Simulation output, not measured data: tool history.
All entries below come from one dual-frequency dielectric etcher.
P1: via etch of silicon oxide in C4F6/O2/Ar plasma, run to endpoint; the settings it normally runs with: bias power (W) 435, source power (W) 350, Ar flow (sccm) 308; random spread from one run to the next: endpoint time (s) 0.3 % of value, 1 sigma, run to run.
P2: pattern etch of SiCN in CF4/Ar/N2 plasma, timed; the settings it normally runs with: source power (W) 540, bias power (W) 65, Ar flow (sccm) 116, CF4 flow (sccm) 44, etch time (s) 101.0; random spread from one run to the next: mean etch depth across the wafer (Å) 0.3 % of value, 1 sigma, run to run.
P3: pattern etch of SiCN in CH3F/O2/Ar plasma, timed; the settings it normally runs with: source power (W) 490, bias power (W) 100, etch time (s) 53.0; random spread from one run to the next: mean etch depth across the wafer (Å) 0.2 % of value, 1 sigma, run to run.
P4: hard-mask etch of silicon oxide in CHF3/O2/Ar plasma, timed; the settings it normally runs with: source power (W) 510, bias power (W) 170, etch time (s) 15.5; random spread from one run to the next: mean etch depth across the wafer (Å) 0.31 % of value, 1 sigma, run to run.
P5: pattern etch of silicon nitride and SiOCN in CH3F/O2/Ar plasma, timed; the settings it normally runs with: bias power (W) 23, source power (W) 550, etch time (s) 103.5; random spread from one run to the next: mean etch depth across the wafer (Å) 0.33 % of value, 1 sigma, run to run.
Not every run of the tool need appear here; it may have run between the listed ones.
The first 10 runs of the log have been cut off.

run   hour  process that ran  bias power (W)  source power (W)  Ar flow (sccm)  etch time (s)  CF4 flow (sccm)  endpoint time (s)  mean etch depth across the wafer (Å)
 11   97.7                P1             289               350             308                                             56.312
 12  103.6                P1             435               350             308                                             48.876
 13  110.1                P4             129               510                           15.5                                                                    260.65
 14  119.9                P2              65               650             116          101.0               44                                                  1034.30
 15  130.1                P2              65               540             116          101.0               44                                                   879.28
 16  137.5                P4             170               510                           15.5                                                                    282.39
 17  148.5                P1             526               350             308                                             45.454
 18  154.4                P2              80               540             116          101.0               44                                                   953.95
 19  162.6                P5              23               550                          103.5                                                                    153.03
 20  169.4                P2              65               540              89          101.0               44                                                   921.64
 21  178.3                P1             435               350             239                                             47.381
     184.2  -- Ar flow controller replaced
 22  189.7                P1             435               350             308                                             48.663
 23  197.1                P1             435               430             308                                             44.986
 24  206.8                P1             435               350             433                                             50.842

For run 25, what comes out?
 25  216.1                P5              23               550                          103.5                                                                         ?

mean etch depth across the wafer (Å): 153.01
